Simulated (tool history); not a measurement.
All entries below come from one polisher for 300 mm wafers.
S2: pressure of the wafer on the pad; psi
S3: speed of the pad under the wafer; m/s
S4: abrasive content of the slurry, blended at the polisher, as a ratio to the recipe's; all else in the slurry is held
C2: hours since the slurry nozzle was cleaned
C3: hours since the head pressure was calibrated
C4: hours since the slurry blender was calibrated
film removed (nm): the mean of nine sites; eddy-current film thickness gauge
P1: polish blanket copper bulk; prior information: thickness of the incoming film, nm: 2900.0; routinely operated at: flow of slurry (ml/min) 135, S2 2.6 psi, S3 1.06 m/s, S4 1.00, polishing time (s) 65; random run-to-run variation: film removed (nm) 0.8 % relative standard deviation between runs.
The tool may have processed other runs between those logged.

run 1 hour=10.7 | flow_of_slurry_(ml/min)=135 S2=2.6 S3=1.06 S4=1.00 polishing_time_(s)=65 | wafers_polished_on_this_pad=330 C2=363.6 C3=453.0 C4=41.6 | film_removed_(nm)=697.93
run 2 hour=22.4 | flow_of_slurry_(ml/min)=135 S2=2.6 S3=1.06 S4=1.00 polishing_time_(s)=101 | wafers_polished_on_this_pad=464 C2=375.3 C3=464.7 C4=53.3 | film_removed_(nm)=1087.10
run 3 hour=32.7 | flow_of_slurry_(ml/min)=95 S2=2.6 S3=0.50 S4=1.00 polishing_time_(s)=65 | wafers_polished_on_this_pad=583 C2=385.6 C3=475.0 C4=63.6 | film_removed_(nm)=304.49
run 4 hour=39.7 | flow_of_slurry_(ml/min)=135 S2=2.6 S3=1.06 S4=1.00 polishing_time_(s)=65 | wafers_polished_on_this_pad=663 C2=392.6 C3=482.0 C4=70.6 | film_removed_(nm)=704.78
run 5 hour=45.7 | flow_of_slurry_(ml/min)=135 S2=2.6 S3=1.36 S4=1.00 polishing_time_(s)=65 | wafers_polished_on_this_pad=733 C2=398.6 C3=488.0 C4=76.6 | film_removed_(nm)=891.50
run 6 hour=51.4 | flow_of_slurry_(ml/min)=135 S2=2.6 S3=1.06 S4=1.45 polishing_time_(s)=65 | wafers_polished_on_this_pad=798 C2=404.3 C3=493.7 C4=82.3 | film_removed_(nm)=756.92
run 7 hour=59.4 | flow_of_slurry_(ml/min)=135 S2=2.6 S3=1.06 S4=0.55 polishing_time_(s)=65 | wafers_polished_on_this_pad=890 C2=412.3 C3=501.7 C4=90.3 | film_removed_(nm)=617.42
run 8 hour=69.1 | flow_of_slurry_(ml/min)=135 S2=2.6 S3=1.06 S4=1.00 polishing_time_(s)=65 | wafers_polished_on_this_pad=1002 C2=422.0 C3=511.4 C4=100.0 | film_removed_(nm)=707.80
run 9 hour=79.6 | flow_of_slurry_(ml/min)=135 S2=3.5 S3=1.06 S4=1.00 polishing_time_(s)=65 | wafers_polished_on_this_pad=1123 C2=432.5 C3=521.9 C4=110.5 | film_removed_(nm)=928.01
run 10 hour=90.9 | flow_of_slurry_(ml/min)=135 S2=2.6 S3=1.06 S4=1.00 polishing_time_(s)=46 | wafers_polished_on_this_pad=1253 C2=443.8 C3=533.2 C4=121.8 | film_removed_(nm)=497.36
run 11 hour=97.7 | flow_of_slurry_(ml/min)=135 S2=2.6 S3=1.06 S4=1.00 polishing_time_(s)=65 | wafers_polished_on_this_pad=1331 C2=450.6 C3=540.0 C4=128.6 | film_removed_(nm)=694.18
run 12 hour=106.8 | flow_of_slurry_(ml/min)=135 S2=2.6 S3=1.06 S4=1.00 polishing_time_(s)=65 | wafers_polished_on_this_pad=1436 C2=459.7 C3=549.1 C4=137.7 | film_removed_(nm)=693.83
run 13 hour=114.4 | flow_of_slurry_(ml/min)=135 S2=2.6 S3=0.62 S4=1.00 polishing_time_(s)=65 | wafers_polished_on_this_pad=1524 C2=467.3 C3=556.7 C4=145.3 | film_removed_(nm)=404.13
run 14 hour=122.4 | flow_of_slurry_(ml/min)=85 S2=2.6 S3=1.06 S4=1.00 polishing_time_(s)=65 | wafers_polished_on_this_pad=1616 C2=475.3 C3=564.7 C4=153.3 | film_removed_(nm)=630.14
run 15 hour=132.4 | flow_of_slurry_(ml/min)=135 S2=1.2 S3=1.06 S4=1.00 polishing_time_(s)=65 | wafers_polished_on_this_pad=1731 C2=485.3 C3=574.7 C4=163.3 | film_removed_(nm)=327.57
run 16 hour=141.5 | flow_of_slurry_(ml/min)=210 S2=2.6 S3=1.06 S4=1.00 polishing_time_(s)=65 | wafers_polished_on_this_pad=1836 C2=494.4 C3=583.8 C4=172.4 | film_removed_(nm)=749.86
run 17 hour=152.5 | flow_of_slurry_(ml/min)=135 S2=2.0 S3=1.66 S4=1.00 polishing_time_(s)=65 | wafers_polished_on_this_pad=1962 C2=505.4 C3=594.8 C4=183.4 | film_removed_(nm)=849.66
run 18 hour=158.9 | flow_of_slurry_(ml/min)=135 S2=2.6 S3=1.06 S4=1.00 polishing_time_(s)=65 | wafers_polished_on_this_pad=2036 C2=511.8 C3=601.2 C4=189.8 | film_removed_(nm)=706.48
run 19 hour=166.2 | flow_of_slurry_(ml/min)=135 S2=2.6 S3=1.06 S4=1.00 polishing_time_(s)=65 | wafers_polished_on_this_pad=2120 C2=519.1 C3=608.5 C4=197.1 | film_removed_(nm)=680.81
run 20 hour=175.7 | flow_of_slurry_(ml/min)=135 S2=2.6 S3=1.06 S4=1.00 polishing_time_(s)=65 | wafers_polished_on_this_pad=2230 C2=528.6 C3=618.0 C4=206.6 | film_removed_(nm)=658.54
run 21 hour=184.6 | flow_of_slurry_(ml/min)=135 S2=2.6 S3=1.06 S4=1.00 polishing_time_(s)=65 | wafers_polished_on_this_pad=2332 C2=537.5 C3=626.9 C4=215.5 | film_removed_(nm)=652.90
run 22 hour=190.7 | flow_of_slurry_(ml/min)=135 S2=2.6 S3=1.06 S4=1.00 polishing_time_(s)=65 | wafers_polished_on_this_pad=2402 C2=543.6 C3=633.0 C4=221.6 | film_removed_(nm)=641.40
run 23 hour=199.2 | flow_of_slurry_(ml/min)=135 S2=2.6 S3=1.06 S4=1.00 polishing_time_(s)=65 | wafers_polished_on_this_pad=2500 C2=552.1 C3=641.5 C4=230.1 | film_removed_(nm)=637.44
run 24 hour=210.6 | flow_of_slurry_(ml/min)=135 S2=2.6 S3=1.06 S4=1.00 polishing_time_(s)=65 | wafers_polished_on_this_pad=2631 C2=563.5 C3=652.9 C4=241.5 | film_removed_(nm)=622.24
-- hour=218.1 head pressure recalibrated
-- hour=220.1 slurry blender recalibrated
run 25 hour=220.6 | flow_of_slurry_(ml/min)=135 S2=2.6 S3=1.06 S4=1.00 polishing_time_(s)=65 | wafers_polished_on_this_pad=2747 C2=573.5 C3=2.5 C4=0.6 | film_removed_(nm)=627.47
run 26 hour=225.7 | flow_of_slurry_(ml/min)=135 S2=2.6 S3=1.06 S4=1.00 polishing_time_(s)=65 | wafers_polished_on_this_pad=2805 C2=578.6 C3=7.6 C4=5.7 | film_removed_(nm)=617.13
run 27 hour=237.2 | flow_of_slurry_(ml/min)=135 S2=2.6 S3=1.06 S4=1.00 polishing_time_(s)=65 | wafers_polished_on_this_pad=2938 C2=590.1 C3=19.1 C4=17.2 | film_removed_(nm)=619.11
run 28 hour=245.2 | flow_of_slurry_(ml/min)=135 S2=2.6 S3=1.06 S4=1.00 polishing_time_(s)=65 | wafers_polished_on_this_pad=3030 C2=598.1 C3=27.1 C4=25.2 | film_removed_(nm)=620.10
run 29 hour=252.2 | flow_of_slurry_(ml/min)=135 S2=2.6 S3=1.06 S4=1.00 polishing_time_(s)=65 | wafers_polished_on_this_pad=3110 C2=605.1 C3=34.1 C4=32.2 | film_removed_(nm)=624.89

What P1 gives has crept off from where it sat before. The 2 causes that follow fit the log equally well, each at the size noted:
A: removal rate lost through wear of the pad, % = 11.2
B: slurry flow missing at the pad, % = 39.3
At approximately hour 158.9, the process output began to creep.
Why every other cause is out:
head's pressure below its setpoint, %: maintenance at hour 218.1, after the shift began, did not return the process to its former output
abrasive missing from the slurry, %: maintenance at hour 220.1, after the shift began, did not return the process to its former output

Consider the 4 check runs below, whose results appear as question marks and each of which averages 3 wafers. Which one distinguishes the causes, in that each cause would give it a clearly different result?
run check 1 hour=259.2 | flow_of_slurry_(ml/min)=135 S2=3.4 S3=1.06 S4=0.55 polishing_time_(s)=65 | film_removed_(nm)=?
run check 2 hour=259.2 | flow_of_slurry_(ml/min)=135 S2=2.6 S3=0.64 S4=1.00 polishing_time_(s)=65 | film_removed_(nm)=?
run check 3 hour=259.2 | flow_of_slurry_(ml/min)=135 S2=2.6 S3=1.06 S4=0.70 polishing_time_(s)=96 | film_removed_(nm)=?
run check 4 hour=259.2 | flow_of_slurry_(ml/min)=205 S2=2.6 S3=1.06 S4=1.20 polishing_time_(s)=65 | film_removed_(nm)=?

What each check would give under each cause:
check=check_1 result=film_removed_(nm) if_A=717.84 if_B=717.61
check=check_2 result=film_removed_(nm) if_A=374.99 if_B=374.87
check=check_3 result=film_removed_(nm) if_A=851.18 if_B=850.91
check=check_4 result=film_removed_(nm) if_A=689.86 if_B=716.03
Smallest distance between any two causes, each pair judged by its most separating result, in per cent: check 1 0.03 %; check 2 0.03 %; check 3 0.03 %; check 4 3.72 %
Of the check runs offered, only check 4 discriminates between the causes; the rest would read about the same regardless of which cause applies.

After running check 4, the following was obtained: film removed (nm) 684.63. Which cause does this point to?

The correct cause is A, namely: removal rate lost through wear of the pad, %.
